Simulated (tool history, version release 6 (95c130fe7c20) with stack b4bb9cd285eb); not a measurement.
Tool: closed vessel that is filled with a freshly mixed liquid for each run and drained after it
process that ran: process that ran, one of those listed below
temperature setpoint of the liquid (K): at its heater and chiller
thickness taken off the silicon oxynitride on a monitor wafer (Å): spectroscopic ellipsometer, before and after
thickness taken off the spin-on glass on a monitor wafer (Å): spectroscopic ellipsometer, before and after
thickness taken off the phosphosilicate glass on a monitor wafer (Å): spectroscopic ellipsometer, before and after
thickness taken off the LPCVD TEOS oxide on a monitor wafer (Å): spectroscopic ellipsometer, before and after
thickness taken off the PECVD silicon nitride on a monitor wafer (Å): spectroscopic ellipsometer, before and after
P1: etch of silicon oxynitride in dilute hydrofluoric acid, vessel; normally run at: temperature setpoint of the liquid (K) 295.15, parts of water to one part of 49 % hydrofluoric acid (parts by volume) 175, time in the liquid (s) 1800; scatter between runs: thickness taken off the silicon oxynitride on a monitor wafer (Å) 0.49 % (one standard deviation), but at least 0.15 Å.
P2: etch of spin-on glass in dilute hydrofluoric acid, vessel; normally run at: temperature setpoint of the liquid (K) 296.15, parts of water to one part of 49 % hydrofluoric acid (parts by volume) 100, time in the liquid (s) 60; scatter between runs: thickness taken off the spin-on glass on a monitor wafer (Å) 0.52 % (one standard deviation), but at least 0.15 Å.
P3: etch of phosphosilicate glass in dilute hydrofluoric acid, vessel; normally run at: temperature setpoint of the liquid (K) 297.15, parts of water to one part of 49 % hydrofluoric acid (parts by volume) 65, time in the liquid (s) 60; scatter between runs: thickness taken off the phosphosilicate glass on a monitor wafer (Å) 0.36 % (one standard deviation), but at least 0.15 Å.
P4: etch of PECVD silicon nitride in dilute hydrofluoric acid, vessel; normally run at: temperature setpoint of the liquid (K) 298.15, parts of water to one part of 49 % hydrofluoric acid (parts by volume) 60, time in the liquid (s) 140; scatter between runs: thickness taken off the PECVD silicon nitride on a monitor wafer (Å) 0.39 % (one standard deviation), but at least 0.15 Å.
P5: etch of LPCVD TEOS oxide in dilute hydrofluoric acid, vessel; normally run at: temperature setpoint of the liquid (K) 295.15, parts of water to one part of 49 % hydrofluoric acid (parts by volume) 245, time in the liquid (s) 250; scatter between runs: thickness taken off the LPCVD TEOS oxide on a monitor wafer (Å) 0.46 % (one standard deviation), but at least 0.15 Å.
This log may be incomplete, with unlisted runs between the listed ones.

run   hour  process that ran  temperature setpoint of the liquid (K)  parts of water to one part of 49 % hydrofluoric acid (parts by volume)  time in the liquid (s)  hours since the thermometer was replaced  hours since the hydrofluoric acid flow meter was replaced  thickness taken off the silicon oxynitride on a monitor wafer (Å)  thickness taken off the spin-on glass on a monitor wafer (Å)  thickness taken off the phosphosilicate glass on a monitor wafer (Å)  thickness taken off the LPCVD TEOS oxide on a monitor wafer (Å)  thickness taken off the PECVD silicon nitride on a monitor wafer (Å)
  1    3.3                P1                                  295.15                                                                     175                    1800                                     763.3                                                      962.8                                                            133.820
  2    6.2                P1                                  295.15                                                                     275                     775                                     766.2                                                      965.7                                                             34.353
  3   10.1                P2                                  296.15                                                                     100                     105                                     770.1                                                      969.6                                                                                                                           446.90
      11.8  -- thermometer replaced
  4   14.6                P3                                  291.65                                                                      65                      60                                       2.9                                                      974.1                                                                                                                                                                                                 453.79
  5   17.4                P1                                  295.15                                                                     175                    3430                                       5.7                                                      976.9                                                            256.360
  6   21.3                P3                                  297.15                                                                      65                      60                                       9.6                                                      980.8                                                                                                                                                                                                 564.27
  7   25.2                P2                                  296.15                                                                     100                      60                                      13.5                                                      984.7                                                                                                                           256.67
  8   29.3                P1                                  290.15                                                                     175                    1800                                      17.6                                                      988.8                                                            105.380
  9   32.5                P5                                  295.15                                                                     245                     250                                      20.8                                                      992.0                                                                                                                                                                                                                                                                  360.93
 10   36.5                P1                                  295.15                                                                     175                    1800                                      24.8                                                      996.0                                                            133.930
 11   39.9                P1                                  295.15                                                                     175                    1800                                      28.2                                                      999.4                                                            133.460
 12   42.3                P1                                  295.15                                                                     175                    1800                                      30.6                                                     1001.8                                                            134.170
 13   45.9                P5                                  295.15                                                                     245                     410                                      34.2                                                     1005.4                                                                                                                                                                                                                                                                  589.41
 14   50.4                P4                                  298.15                                                                      60                      35                                      38.7                                                     1009.9                                                                                                                                                                                                                                                                                                                                        19.886
 15   54.2                P2                                  296.15                                                                     165                      60                                      42.5                                                     1013.7                                                                                                                           143.55
 16   57.1                P4                                  298.15                                                                      20                     140                                      45.4                                                     1016.6                                                                                                                                                                                                                                                                                                                                       231.480
 17   61.3                P3                                  297.15                                                                      65                      60                                      49.6                                                     1020.8                                                                                                                                                                                                 567.11
 18   65.1                P5                                  295.15                                                                      55                     250                                      53.4                                                     1024.6                                                                                                                                                                                                                                                                 1969.70
 19   68.8                P4                                  298.15                                                                      60                     140                                      57.1                                                     1028.3                                                                                                                                                                                                                                                                                                                                        79.000
 20   72.5                P2                                  300.15                                                                     100                      60                                      60.8                                                     1032.0                                                                                                                           300.38
 21   76.8                P1                                  295.15                                                                     265                    1800                                      65.1                                                     1036.3                                                             83.576
 22   81.0                P4                                  298.15                                                                      60                     140                                      69.3                                                     1040.5                                                                                                                                                                                                                                                                                                                                        79.641
 23   84.5                P4                                  302.65                                                                      60                     140                                      72.8                                                     1044.0                                                                                                                                                                                                                                                                                                                                       106.560
 24   87.9                P3                                  297.15                                                                      90                      60                                      76.2                                                     1047.4                                                                                                                                                                                                 396.25
 25   90.1                P1                                  295.15                                                                     175                    1800                                      78.4                                                     1049.6                                                            133.500
 26   94.0                P1                                  295.15                                                                     175                    1800                                      82.3                                                     1053.5                                                            133.520
 27   97.8                P1                                  295.15                                                                     175                     645                                      86.1                                                     1057.3                                                             48.125
 28  100.7                P5                                  303.15                                                                     245                     250                                      89.0                                                     1060.2                                                                                                                                                                                                                                                                  476.25
 29  103.0                P3                                  297.15                                                                      65                      30                                      91.3                                                     1062.5                                                                                                                                                                                                 284.65
 30  106.2                P1                                  301.65                                                                     175                    1800                                      94.5                                                     1065.7                                                            177.670
 31  109.4                P1                                  295.15                                                                      55                    1800                                      97.7                                                     1068.9                                                            467.550
 32  113.7                P1                                  295.15                                                                     175                    1800                                     102.0                                                     1073.2                                                            134.770
 33  116.3                P1                                  295.15                                                                     175                    1800                                     104.6                                                     1075.8                                                            138.310
 34  120.0                P1                                  295.15                                                                     175                    1800                                     108.3                                                     1079.5                                                            143.200
 35  124.5                P1                                  295.15                                                                     175                    1800                                     112.8                                                     1084.0                                                            145.800
 36  128.3                P1                                  295.15                                                                     175                    1800                                     116.6                                                     1087.8                                                            146.280
 37  132.3                P1                                  295.15                                                                     175                    1800                                     120.6                                                     1091.8                                                            146.880
 38  135.5                P1                                  295.15                                                                     175                    1800                                     123.8                                                     1095.0                                                            148.250
 39  138.8                P1                                  295.15                                                                     175                    1800                                     127.1                                                     1098.3                                                            147.160

P1 has crept away from where it was. The log is fitted equally well by each of these 2 causes, at the sizes shown:
A: liquid hotter than its thermometer reads (K) = 2.08
B: hydrofluoric acid flow above the setpoint (%) = 8.79
Creep in the process output first set in at about hour 113.7.

4 check runs are offered, one wafer each, their results left as question marks. Which one tells the causes apart?
check 1  142.1                P2                                  296.15                                                                     100                     100                                                                                                                                                                                                                                     ?
check 2  142.1                P3                                  291.65                                                                      65                      30                                                                                                                                                                                                                                                                                                           ?
check 3  142.1                P4                                  298.15                                                                      60                      85                                                                                                                                                                                                                                                                                                                                                                                                                                                  ?
check 4  142.1                P5                                  299.15                                                                      65                     250                                                                                                                                                                                                                                                                                                                                                                            ?

What each check would give under each cause:
  check                                                                result     if A     if B
check 1          thickness taken off the spin-on glass on a monitor wafer (Å)   464.95   470.39
check 2  thickness taken off the phosphosilicate glass on a monitor wafer (Å)   246.17   246.77
check 3  thickness taken off the PECVD silicon nitride on a monitor wafer (Å)   55.480   52.532
check 4       thickness taken off the LPCVD TEOS oxide on a monitor wafer (Å)  2107.70  2126.60
Minimum pairwise separation of causes per check, each pair taken at its best-separating result: check 1 1.16 %; check 2 0.24 %; check 3 5.46 %; check 4 0.89 %
Check 3 is the one run that separates the causes; every other check would come out nearly the same whichever cause is at work.

Here is what check 3 returned: thickness taken off the PECVD silicon nitride on a monitor wafer (Å) 52.522. Which cause is it?

The correct cause is B, namely: hydrofluoric acid flow above the setpoint (%).
